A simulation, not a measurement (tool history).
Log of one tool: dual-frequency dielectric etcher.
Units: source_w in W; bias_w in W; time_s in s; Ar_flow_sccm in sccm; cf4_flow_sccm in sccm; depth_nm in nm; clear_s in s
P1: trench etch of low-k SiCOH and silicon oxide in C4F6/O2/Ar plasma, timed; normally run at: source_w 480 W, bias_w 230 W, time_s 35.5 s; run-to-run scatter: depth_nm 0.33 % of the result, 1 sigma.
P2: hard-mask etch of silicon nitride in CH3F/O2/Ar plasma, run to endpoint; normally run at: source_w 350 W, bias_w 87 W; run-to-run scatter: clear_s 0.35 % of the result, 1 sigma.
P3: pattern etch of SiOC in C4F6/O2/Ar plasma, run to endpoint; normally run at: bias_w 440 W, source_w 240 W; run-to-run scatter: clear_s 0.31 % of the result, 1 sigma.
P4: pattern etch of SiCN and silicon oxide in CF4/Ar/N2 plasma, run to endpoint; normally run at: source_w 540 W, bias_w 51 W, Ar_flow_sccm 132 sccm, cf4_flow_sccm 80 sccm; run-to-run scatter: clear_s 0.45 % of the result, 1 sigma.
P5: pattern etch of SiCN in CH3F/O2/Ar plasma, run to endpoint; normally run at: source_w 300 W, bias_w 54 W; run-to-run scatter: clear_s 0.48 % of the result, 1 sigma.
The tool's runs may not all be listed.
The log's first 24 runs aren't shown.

run     day  process  source_w  bias_w  time_s  Ar_flow_sccm  cf4_flow_sccm  hours since the last wet clean  hours since the last source power generator calibration  hours since the last bias power generator calibration  depth_nm  clear_s
 25  10.025       P3       240     440                                                                527.4                                                    836.3                                                  125.5             14.441
 26  10.458       P1       480     230    35.5                                                        537.8                                                    846.7                                                  135.9   126.850
 27  10.771       P1       480     230    35.5                                                        545.3                                                    854.2                                                  143.4   126.760
     11.142  -- wet clean of the chamber
 28  11.288       P1       480     230    50.0                                                          3.5                                                    866.6                                                  155.8   177.510
 29  11.671       P2       210      87                                                                 12.7                                                    875.8                                                  165.0             69.885
 30  12.092       P1       480     319    35.5                                                         22.8                                                    885.9                                                  175.1   141.200
 31  12.367       P3       290     440                                                                 29.4                                                    892.5                                                  181.7             13.409
 32  12.671       P1       480     230    35.5                                                         36.7                                                    899.8                                                  189.0   125.670
 33  13.146       P1       480     230    35.5                                                         48.1                                                    911.2                                                  200.4   125.130
 34  13.654       P1       480     230    35.5                                                         60.3                                                    923.4                                                  212.6   124.570
 35  14.033       P1       480     230    35.5                                                         69.4                                                    932.5                                                  221.7   124.550

The next listed run, before its measurement:
 36  14.304       P1       480     230    35.5                                                         75.9                                                    939.0                                                  228.2         ?

{"run 36": {"depth_nm": 125.31}}
